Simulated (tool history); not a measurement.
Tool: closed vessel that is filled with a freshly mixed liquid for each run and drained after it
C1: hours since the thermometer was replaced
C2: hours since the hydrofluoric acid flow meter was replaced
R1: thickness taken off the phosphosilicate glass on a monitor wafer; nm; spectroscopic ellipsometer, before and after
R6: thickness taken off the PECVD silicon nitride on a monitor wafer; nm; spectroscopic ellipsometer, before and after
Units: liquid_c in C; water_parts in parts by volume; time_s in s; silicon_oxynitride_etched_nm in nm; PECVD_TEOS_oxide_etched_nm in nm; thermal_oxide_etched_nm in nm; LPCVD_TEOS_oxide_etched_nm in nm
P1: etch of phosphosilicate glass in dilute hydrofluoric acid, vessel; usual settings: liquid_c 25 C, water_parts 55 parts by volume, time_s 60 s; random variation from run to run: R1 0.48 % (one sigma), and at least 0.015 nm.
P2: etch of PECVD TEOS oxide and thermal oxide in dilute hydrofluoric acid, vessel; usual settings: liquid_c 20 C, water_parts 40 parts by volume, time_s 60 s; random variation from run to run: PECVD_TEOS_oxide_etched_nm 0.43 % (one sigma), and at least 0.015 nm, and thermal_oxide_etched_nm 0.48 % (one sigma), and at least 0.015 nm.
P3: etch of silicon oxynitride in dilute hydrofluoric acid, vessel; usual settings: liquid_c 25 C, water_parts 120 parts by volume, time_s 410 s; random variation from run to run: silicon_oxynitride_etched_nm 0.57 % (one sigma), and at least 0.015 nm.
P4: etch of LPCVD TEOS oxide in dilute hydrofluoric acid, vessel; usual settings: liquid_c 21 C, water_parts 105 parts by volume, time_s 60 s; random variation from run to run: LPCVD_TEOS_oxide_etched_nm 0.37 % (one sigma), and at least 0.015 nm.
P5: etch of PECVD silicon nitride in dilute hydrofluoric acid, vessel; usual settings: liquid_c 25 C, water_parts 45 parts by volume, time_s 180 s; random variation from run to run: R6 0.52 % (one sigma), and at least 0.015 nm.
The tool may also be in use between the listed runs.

run 1 hour=3.1 | process=P1 liquid_c=25 water_parts=55 time_s=60 | C1=708 C2=294.4 | R1=110.47
run 2 hour=8.5 | process=P3 liquid_c=25 water_parts=120 time_s=410 | C1=713.4 C2=299.8 | silicon_oxynitride_etched_nm=16.859
run 3 hour=11.2 | process=P1 liquid_c=17 water_parts=55 time_s=60 | C1=716.1 C2=302.5 | R1=79.457
run 4 hour=17.1 | process=P2 liquid_c=20 water_parts=40 time_s=90 | C1=722 C2=308.4 | PECVD_TEOS_oxide_etched_nm=57.995 thermal_oxide_etched_nm=9.6988
run 5 hour=20.8 | process=P4 liquid_c=21 water_parts=105 time_s=60 | C1=725.7 C2=312.1 | LPCVD_TEOS_oxide_etched_nm=28.755
run 6 hour=25.1 | process=P1 liquid_c=25 water_parts=55 time_s=95 | C1=730 C2=316.4 | R1=174.3
run 7 hour=28.5 | process=P3 liquid_c=25 water_parts=170 time_s=410 | C1=733.4 C2=319.8 | silicon_oxynitride_etched_nm=11.495
run 8 hour=34.1 | process=P1 liquid_c=29.5 water_parts=55 time_s=60 | C1=739 C2=325.4 | R1=132.19
run 9 hour=38.1 | process=P2 liquid_c=20 water_parts=40 time_s=60 | C1=743 C2=329.4 | PECVD_TEOS_oxide_etched_nm=38.478 thermal_oxide_etched_nm=6.4116
run 10 hour=41.3 | process=P1 liquid_c=18 water_parts=30 time_s=60 | C1=746.2 C2=332.6 | R1=156.18
run 11 hour=45.5 | process=P2 liquid_c=20 water_parts=20 time_s=60 | C1=750.4 C2=336.8 | PECVD_TEOS_oxide_etched_nm=79.284 thermal_oxide_etched_nm=13.315
run 12 hour=50.4 | process=P4 liquid_c=27.5 water_parts=105 time_s=60 | C1=755.3 C2=341.7 | LPCVD_TEOS_oxide_etched_nm=37.187
run 13 hour=56 | process=P1 liquid_c=25 water_parts=100 time_s=60 | C1=760.9 C2=347.3 | R1=57.52
run 14 hour=59.6 | process=P2 liquid_c=28 water_parts=40 time_s=60 | C1=764.5 C2=350.9 | PECVD_TEOS_oxide_etched_nm=53.208 thermal_oxide_etched_nm=8.9657
run 15 hour=64.7 | process=P1 liquid_c=30.5 water_parts=55 time_s=30 | C1=769.6 C2=356 | R1=68.85
run 16 hour=68.9 | process=P1 liquid_c=25 water_parts=55 time_s=60 | C1=773.8 C2=360.2 | R1=110.72
run 17 hour=72.3 | process=P3 liquid_c=25 water_parts=120 time_s=700 | C1=777.2 C2=363.6 | silicon_oxynitride_etched_nm=28.921
run 18 hour=76.6 | process=P5 liquid_c=25 water_parts=45 time_s=310 | C1=781.5 C2=367.9 | R6=15.624
run 19 hour=79.9 | process=P1 liquid_c=25 water_parts=55 time_s=60 | C1=784.8 C2=371.2 | R1=110.38
run 20 hour=83.6 | process=P1 liquid_c=20 water_parts=55 time_s=85 | C1=788.5 C2=374.9 | R1=126.72
run 21 hour=89.1 | process=P4 liquid_c=21 water_parts=105 time_s=60 | C1=794 C2=380.4 | LPCVD_TEOS_oxide_etched_nm=28.737
-- hour=90.5 thermometer replaced
run 22 hour=92.9 | process=P5 liquid_c=25 water_parts=45 time_s=180 | C1=2.5 C2=384.2 | R6=9.0018
run 23 hour=98.9 | process=P1 liquid_c=25 water_parts=55 time_s=60 | C1=8.5 C2=390.2 | R1=110.94
run 24 hour=103.3 | process=P3 liquid_c=30 water_parts=120 time_s=410 | C1=12.9 C2=394.6 | silicon_oxynitride_etched_nm=21.292
run 25 hour=107.8 | process=P1 liquid_c=25 water_parts=55 time_s=60 | C1=17.4 C2=399.1 | R1=111.24
run 26 hour=111 | process=P1 liquid_c=25 water_parts=55 time_s=35 | C1=20.6 C2=402.3 | R1=64.274
run 27 hour=114.1 | process=P5 liquid_c=25 water_parts=45 time_s=180 | C1=23.7 C2=405.4 | R6=9.1597
run 28 hour=118.5 | process=P4 liquid_c=21 water_parts=105 time_s=110 | C1=28.1 C2=409.8 | LPCVD_TEOS_oxide_etched_nm=52.778
run 29 hour=123.5 | process=P5 liquid_c=33 water_parts=45 time_s=180 | C1=33.1 C2=414.8 | R6=15.246
run 30 hour=126.3 | process=P4 liquid_c=21 water_parts=180 time_s=60 | C1=35.9 C2=417.6 | LPCVD_TEOS_oxide_etched_nm=15.459
run 31 hour=130 | process=P5 liquid_c=25 water_parts=70 time_s=180 | C1=39.6 C2=421.3 | R6=5.8884
run 32 hour=133.3 | process=P1 liquid_c=25 water_parts=20 time_s=60 | C1=42.9 C2=424.6 | R1=317.29
run 33 hour=137.9 | process=P2 liquid_c=20 water_parts=40 time_s=60 | C1=47.5 C2=429.2 | PECVD_TEOS_oxide_etched_nm=38.353 thermal_oxide_etched_nm=6.4707
run 34 hour=141 | process=P1 liquid_c=25 water_parts=55 time_s=60 | C1=50.6 C2=432.3 | R1=110.57
run 35 hour=145 | process=P1 liquid_c=25 water_parts=55 time_s=60 | C1=54.6 C2=436.3 | R1=110.19
run 36 hour=147.7 | process=P1 liquid_c=25 water_parts=55 time_s=60 | C1=57.3 C2=439 | R1=113.84
run 37 hour=152.7 | process=P1 liquid_c=25 water_parts=55 time_s=60 | C1=62.3 C2=444 | R1=116.66
run 38 hour=158.1 | process=P1 liquid_c=25 water_parts=55 time_s=60 | C1=67.7 C2=449.4 | R1=119.38
run 39 hour=161.5 | process=P1 liquid_c=25 water_parts=55 time_s=60 | C1=71.1 C2=452.8 | R1=120.27
run 40 hour=166 | process=P1 liquid_c=25 water_parts=55 time_s=60 | C1=75.6 C2=457.3 | R1=120.35
run 41 hour=171.6 | process=P1 liquid_c=25 water_parts=55 time_s=60 | C1=81.2 C2=462.9 | R1=120.77

What P1 gives has crept away from where it was. These 2 causes fit the log equally well, each at the size given:
A: hydrofluoric acid flow above the setpoint (%) = 8.39
B: liquid hotter than its thermometer reads (K) = 2.14
The creep began at about hour 145.

4 check runs are offered, one wafer each, their results left as question marks. Which one tells the causes apart?
run check 1 hour=177.2 | process=P2 liquid_c=28 water_parts=40 time_s=60 | PECVD_TEOS_oxide_etched_nm=? thermal_oxide_etched_nm=?
run check 2 hour=177.2 | process=P3 liquid_c=29 water_parts=165 time_s=410 | silicon_oxynitride_etched_nm=?
run check 3 hour=177.2 | process=P5 liquid_c=32 water_parts=65 time_s=180 | R6=?
run check 4 hour=177.2 | process=P4 liquid_c=26 water_parts=105 time_s=105 | LPCVD_TEOS_oxide_etched_nm=?

What each check would give under each cause:
check=check_1 result=PECVD_TEOS_oxide_etched_nm if_A=58.424 if_B=58.431
check=check_1 result=thermal_oxide_etched_nm if_A=9.7715 if_B=9.7727
check=check_2 result=silicon_oxynitride_etched_nm if_A=15.533 if_B=15.523
check=check_3 result=R6 if_A=10.747 if_B=11.334
check=check_4 result=LPCVD_TEOS_oxide_etched_nm if_A=67.265 if_B=66.667
How far apart the two closest causes lie, in the result that separates them most: check 1 0.01 %; check 2 0.07 %; check 3 5.31 %; check 4 0.89 %
Check 3 tells the causes apart: in the others they would give nearly the same result.

Then check 3 was run and gave: R6 10.738 nm. Which cause is it?

It is A: hydrofluoric acid flow above the setpoint (%).
